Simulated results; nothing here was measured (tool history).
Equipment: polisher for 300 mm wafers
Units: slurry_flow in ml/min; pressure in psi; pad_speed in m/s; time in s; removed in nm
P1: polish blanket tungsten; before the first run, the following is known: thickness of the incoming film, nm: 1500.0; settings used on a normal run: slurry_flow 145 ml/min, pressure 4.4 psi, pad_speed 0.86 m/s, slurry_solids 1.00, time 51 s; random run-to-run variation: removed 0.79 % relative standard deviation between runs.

run   hour  slurry_flow  pressure  pad_speed  slurry_solids  time  removed
  1   13.0          145       4.4       0.86           1.00    51   232.07
  2   22.3          145       5.7       0.86           1.00    51   303.39
  3   36.0          145       4.4       0.86           1.00    51   234.66
  4   47.8          145       4.4       0.86           0.75    51   220.88
  5   57.5          145       4.4       0.86           1.00    73   334.15
  6   69.1          145       4.4       0.86           1.00    33   151.22
  7   80.6          145       4.4       0.86           1.00    51   233.61
      85.4  -- slurry blender recalibrated
  8   94.8          230       4.4       0.86           1.00    51   249.14
      96.4  -- slurry nozzle cleaned
  9  101.6          145       4.4       0.42           1.00    51   113.12
 10  110.9          145       4.4       0.86           1.35    51   253.93
 11  124.8           85       4.4       0.86           1.00    51   208.80
 12  137.0          145       4.4       0.86           0.70    64   270.82
 13  144.0           85       4.4       0.86           0.75    51   193.11
 14  151.3          145       4.4       0.86           1.00    51   234.20
 15  165.1          145       4.4       1.34           1.00    51   361.71
 16  177.2          145       2.9       0.86           1.00    51   153.67
 17  189.5          145       4.4       0.86           1.00    51   236.87

Forecast run 18:
 18  202.2          145       4.4       0.86           1.00    51        ?

removed: 225.35 nm

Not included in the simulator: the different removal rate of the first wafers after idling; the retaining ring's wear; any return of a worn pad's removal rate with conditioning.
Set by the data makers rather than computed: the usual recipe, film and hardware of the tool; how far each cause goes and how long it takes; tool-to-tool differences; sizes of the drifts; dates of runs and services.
